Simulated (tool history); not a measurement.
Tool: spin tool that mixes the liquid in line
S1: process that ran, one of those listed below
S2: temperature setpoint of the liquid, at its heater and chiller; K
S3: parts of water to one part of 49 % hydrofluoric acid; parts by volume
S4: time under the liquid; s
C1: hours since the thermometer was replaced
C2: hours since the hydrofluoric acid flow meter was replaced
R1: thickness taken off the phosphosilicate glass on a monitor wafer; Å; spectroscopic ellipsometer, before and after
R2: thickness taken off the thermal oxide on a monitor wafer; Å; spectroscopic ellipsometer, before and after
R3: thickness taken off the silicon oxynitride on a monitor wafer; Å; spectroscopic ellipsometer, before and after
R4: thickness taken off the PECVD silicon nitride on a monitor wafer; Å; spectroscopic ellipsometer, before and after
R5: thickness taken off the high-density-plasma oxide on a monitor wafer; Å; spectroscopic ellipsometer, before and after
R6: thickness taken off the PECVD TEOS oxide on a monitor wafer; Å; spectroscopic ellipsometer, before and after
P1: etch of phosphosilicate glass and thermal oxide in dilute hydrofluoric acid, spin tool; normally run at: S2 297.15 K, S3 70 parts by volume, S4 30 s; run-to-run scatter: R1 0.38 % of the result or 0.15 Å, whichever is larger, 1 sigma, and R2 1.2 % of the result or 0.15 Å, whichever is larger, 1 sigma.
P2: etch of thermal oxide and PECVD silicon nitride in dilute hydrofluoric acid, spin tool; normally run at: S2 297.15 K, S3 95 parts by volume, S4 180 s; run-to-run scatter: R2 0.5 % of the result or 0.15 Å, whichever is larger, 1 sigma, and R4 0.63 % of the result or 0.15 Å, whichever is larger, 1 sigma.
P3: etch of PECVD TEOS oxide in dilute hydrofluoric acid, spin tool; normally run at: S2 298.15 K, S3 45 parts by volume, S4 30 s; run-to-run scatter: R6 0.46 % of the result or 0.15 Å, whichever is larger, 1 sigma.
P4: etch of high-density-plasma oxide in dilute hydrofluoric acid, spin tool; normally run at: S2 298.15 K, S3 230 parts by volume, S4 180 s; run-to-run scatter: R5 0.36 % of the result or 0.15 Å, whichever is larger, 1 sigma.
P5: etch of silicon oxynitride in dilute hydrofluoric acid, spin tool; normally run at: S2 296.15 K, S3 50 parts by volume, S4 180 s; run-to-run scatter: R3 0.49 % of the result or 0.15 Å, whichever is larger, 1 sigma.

run 1 hour=12.6 | S1=P1 S2=297.15 S3=70 S4=30 | C1=1095 C2=431.4 | R1=449.96 R2=23.073
run 2 hour=28.1 | S1=P1 S2=300.65 S3=40 S4=30 | C1=1110.5 C2=446.9 | R1=942.14 R2=47.855
run 3 hour=35.7 | S1=P5 S2=296.15 S3=50 S4=330 | C1=1118.1 C2=454.5 | R3=247.02
run 4 hour=51.2 | S1=P5 S2=303.65 S3=50 S4=180 | C1=1133.6 C2=470 | R3=194.58
run 5 hour=66.6 | S1=P2 S2=297.15 S3=95 S4=330 | C1=1149 C2=485.4 | R2=153.23 R4=59.63
run 6 hour=77.4 | S1=P4 S2=298.15 S3=230 S4=180 | C1=1159.8 C2=496.2 | R5=78.329
run 7 hour=90.9 | S1=P3 S2=298.15 S3=70 S4=30 | C1=1173.3 C2=509.7 | R6=82.613
run 8 hour=100.7 | S1=P1 S2=297.15 S3=45 S4=30 | C1=1183.1 C2=519.5 | R1=722.1 R2=37.363
run 9 hour=117 | S1=P2 S2=297.15 S3=45 S4=180 | C1=1199.4 C2=535.8 | R2=185.94 R4=67.642
run 10 hour=132.2 | S1=P1 S2=297.15 S3=70 S4=30 | C1=1214.6 C2=551 | R1=445.31 R2=23.164
run 11 hour=143.4 | S1=P1 S2=297.15 S3=70 S4=30 | C1=1225.8 C2=562.2 | R1=446.45 R2=23.242
run 12 hour=151.6 | S1=P2 S2=297.15 S3=95 S4=180 | C1=1234 C2=570.4 | R2=83.096 R4=32.555
run 13 hour=161.8 | S1=P3 S2=298.15 S3=45 S4=30 | C1=1244.2 C2=580.6 | R6=131.83
run 14 hour=177.7 | S1=P1 S2=297.15 S3=70 S4=30 | C1=1260.1 C2=596.5 | R1=444.69 R2=22.483
run 15 hour=185.1 | S1=P4 S2=298.15 S3=230 S4=345 | C1=1267.5 C2=603.9 | R5=149.49
run 16 hour=193.9 | S1=P1 S2=290.15 S3=70 S4=30 | C1=1276.3 C2=612.7 | R1=336.95 R2=17.103
run 17 hour=207.3 | S1=P5 S2=296.15 S3=50 S4=180 | C1=1289.7 C2=626.1 | R3=134.41
run 18 hour=220 | S1=P1 S2=297.15 S3=70 S4=30 | C1=1302.4 C2=638.8 | R1=450.2 R2=23.114
run 19 hour=232.2 | S1=P4 S2=298.15 S3=45 S4=180 | C1=1314.6 C2=651 | R5=498.11
run 20 hour=247.3 | S1=P5 S2=296.15 S3=80 S4=180 | C1=1329.7 C2=666.1 | R3=82.235
run 21 hour=261.1 | S1=P3 S2=290.15 S3=45 S4=30 | C1=1343.5 C2=679.9 | R6=95.093
run 22 hour=272 | S1=P3 S2=298.15 S3=45 S4=30 | C1=1354.4 C2=690.8 | R6=133.36
run 23 hour=281.5 | S1=P2 S2=292.65 S3=95 S4=180 | C1=1363.9 C2=700.3 | R2=69.432 R4=24.291
run 24 hour=293.1 | S1=P4 S2=305.65 S3=230 S4=180 | C1=1375.5 C2=711.9 | R5=101.17
run 25 hour=303.5 | S1=P1 S2=297.15 S3=70 S4=15 | C1=1385.9 C2=722.3 | R1=225.56 R2=11.61
run 26 hour=320 | S1=P1 S2=297.15 S3=115 S4=30 | C1=1402.4 C2=738.8 | R1=258.99 R2=13.897
run 27 hour=330.9 | S1=P3 S2=298.15 S3=45 S4=15 | C1=1413.3 C2=749.7 | R6=65.547
run 28 hour=344.6 | S1=P1 S2=291.65 S3=70 S4=55 | C1=1427 C2=763.4 | R1=652.21 R2=32.645
run 29 hour=358.6 | S1=P1 S2=301.15 S3=70 S4=30 | C1=1441 C2=777.4 | R1=525.27 R2=26.799
run 30 hour=366.6 | S1=P1 S2=297.15 S3=70 S4=50 | C1=1449 C2=785.4 | R1=751.84 R2=37.942
run 31 hour=375.9 | S1=P1 S2=297.15 S3=70 S4=30 | C1=1458.3 C2=794.7 | R1=448.63 R2=23.337
run 32 hour=390.3 | S1=P5 S2=296.15 S3=50 S4=180 | C1=1472.7 C2=809.1 | R3=136
run 33 hour=406.1 | S1=P1 S2=297.15 S3=70 S4=30 | C1=1488.5 C2=824.9 | R1=450.22 R2=22.776
run 34 hour=417.3 | S1=P1 S2=297.15 S3=70 S4=30 | C1=1499.7 C2=836.1 | R1=436 R2=22.11
run 35 hour=426.2 | S1=P1 S2=297.15 S3=70 S4=30 | C1=1508.6 C2=845 | R1=428.28 R2=21.725
run 36 hour=433.7 | S1=P1 S2=297.15 S3=70 S4=30 | C1=1516.1 C2=852.5 | R1=425.46 R2=21.049
run 37 hour=440.8 | S1=P1 S2=297.15 S3=70 S4=30 | C1=1523.2 C2=859.6 | R1=427.12 R2=21.174
run 38 hour=452.7 | S1=P1 S2=297.15 S3=70 S4=30 | C1=1535.1 C2=871.5 | R1=419.92 R2=21.534
run 39 hour=462.2 | S1=P1 S2=297.15 S3=70 S4=30 | C1=1544.6 C2=881 | R1=420.97 R2=21.117
run 40 hour=469.3 | S1=P1 S2=297.15 S3=70 S4=30 | C1=1551.7 C2=888.1 | R1=420.44 R2=21.76
run 41 hour=484.5 | S1=P1 S2=297.15 S3=70 S4=30 | C1=1566.9 C2=903.3 | R1=417.68 R2=21.702
run 42 hour=493.3 | S1=P1 S2=297.15 S3=70 S4=30 | C1=1575.7 C2=912.1 | R1=415.71 R2=21.49
run 43 hour=509.6 | S1=P1 S2=297.15 S3=70 S4=30 | C1=1592 C2=928.4 | R1=416.18 R2=21.278

What P1 gives has crept away from where it was. These 2 causes fit the log equally well, each at the size given:
A: liquid colder than its thermometer reads (K) = 1.81
B: hydrofluoric acid flow below the setpoint (%) = 6.54
The creep began at about hour 406.1.

4 check runs are offered, one wafer each, their results left as question marks. Which one tells the causes apart?
run check 1 hour=525.9 | S1=P4 S2=303.15 S3=55 S4=180 | R5=?
run check 2 hour=525.9 | S1=P3 S2=291.65 S3=45 S4=15 | R6=?
run check 3 hour=525.9 | S1=P5 S2=302.65 S3=65 S4=180 | R3=?
run check 4 hour=525.9 | S1=P2 S2=297.15 S3=45 S4=330 | R2=? R4=?

What each check would give under each cause:
check=check_1 result=R5 if_A=457.49 if_B=456.44
check=check_2 result=R6 if_A=46.677 if_B=47.019
check=check_3 result=R3 if_A=128.65 if_B=130.2
check=check_4 result=R2 if_A=317.65 if_B=318.76
check=check_4 result=R4 if_A=110.68 if_B=117.18
How far apart the two closest causes lie, in the result that separates them most: check 1 0.23 %; check 2 0.73 %; check 3 1.19 %; check 4 5.71 %
Check 4 tells the causes apart: in the others they would give nearly the same result.

Check 4 was then run and gave: R2 318.4 Å; R4 110.06 Å. Which cause is it?

It is A: liquid colder than its thermometer reads (K).
